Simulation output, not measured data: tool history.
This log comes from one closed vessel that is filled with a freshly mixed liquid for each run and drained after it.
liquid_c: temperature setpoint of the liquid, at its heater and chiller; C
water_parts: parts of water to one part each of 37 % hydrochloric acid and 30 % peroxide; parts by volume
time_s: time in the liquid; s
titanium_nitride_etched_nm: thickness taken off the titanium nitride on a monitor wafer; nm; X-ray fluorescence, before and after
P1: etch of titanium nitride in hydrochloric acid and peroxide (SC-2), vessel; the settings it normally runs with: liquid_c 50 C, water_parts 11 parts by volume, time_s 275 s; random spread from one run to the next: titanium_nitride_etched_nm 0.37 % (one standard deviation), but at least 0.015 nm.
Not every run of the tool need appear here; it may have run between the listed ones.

run	hour	liquid_c	water_parts	time_s	hours since the thermometer was replaced	hours since the chemicals flow meter was replaced	hours since the drum of peroxide was connected	titanium_nitride_etched_nm
1	15.6	50	11	275	751.1	498	859.1	7.6692
2	30.5	50	15.5	90	766	512.9	874	1.841
3	47	50	11	275	782.5	529.4	890.5	7.6778
4	55.5	39	11	440	791	537.9	899	5.7388
5	68.1	50	11	275	803.6	550.5	911.6	7.675
6	79.9	35	11	275	815.4	562.3	923.4	2.6951
7	92.2	41.5	19	275	827.7	574.6	935.7	2.6695
8	101	50	11	275	836.5	583.4	944.5	7.7341
9	113.1	60	11	275	848.6	595.5	956.6	14.779
10	122.1	50	11	275	857.6	604.5	965.6	7.6922
11	137.3	50	11	30	872.8	619.7	980.8	0.84516
12	153	50	11	275	888.5	635.4	996.5	7.707
13	165.3	50	11	545	900.8	647.7	1008.8	15.216
# hour 168.4: chemicals flow meter replaced
14	175.3	50	4	275	910.8	6.9	1018.8	16.63
15	184.5	50	20	275	920	16.1	1028	4.52
16	199	50	11	275	934.5	30.6	1042.5	7.7519
17	211	50	11	275	946.5	42.6	1054.5	7.9447
18	227	50	11	275	962.5	58.6	1070.5	8.1374
19	240.6	50	11	275	976.1	72.2	1084.1	8.3245
20	253.6	50	11	275	989.1	85.2	1097.1	8.2934
21	268.1	50	11	275	1003.6	99.7	1111.6	8.4251
22	285.8	50	11	275	1021.3	117.4	1129.3	8.3407
23	302.8	50	11	275	1038.3	134.4	1146.3	8.4001
24	311.3	50	11	275	1046.8	142.9	1154.8	8.4166

The output of P1 has drifted from where it used to be. Each of the 2 causes below, taken at the size shown beside it, accounts for the log equally well:
A: chemicals flow above the setpoint (%) = 11
B: liquid hotter than its thermometer reads (K) = 1.32
The gradual shift began around hour 199.
Each remaining cause and why it is not a fit:
peroxide weaker than its label (%): 8 at the very most, moving titanium_nitride_etched_nm by -7.4 %, which is either too weak or the wrong sign

You are offered 4 check runs, listed below with question marks in place of their results; each one averages 2 wafers. Which run separates the listed causes by giving clearly different results for each?
check 1	319.8	50	19.5	515				?
check 2	319.8	40.5	4.5	275				?
check 3	319.8	50	11	530				?
check 4	319.8	39	11	50				?

Predicted outcomes, by check and by cause:
check	result	if A	if B
check 1	titanium_nitride_etched_nm	9.5772	9.5151
check 2	titanium_nitride_etched_nm	8.6069	8.7979
check 3	titanium_nitride_etched_nm	16.194	16.195
check 4	titanium_nitride_etched_nm	0.71496	0.71952
Minimum pairwise separation of causes per check, each pair taken at its best-separating result: check 1 0.65 %; check 2 2.2 %; check 3 0.01 %; check 4 0.64 %
Only in check 2 would the causes give clearly different results; in the remaining checks their results would be nearly the same.

Check 2 has now been run. It gave: titanium_nitride_etched_nm 8.6287 nm. Which of the candidate causes is it?

Of the candidate causes, it is A: chemicals flow above the setpoint (%).
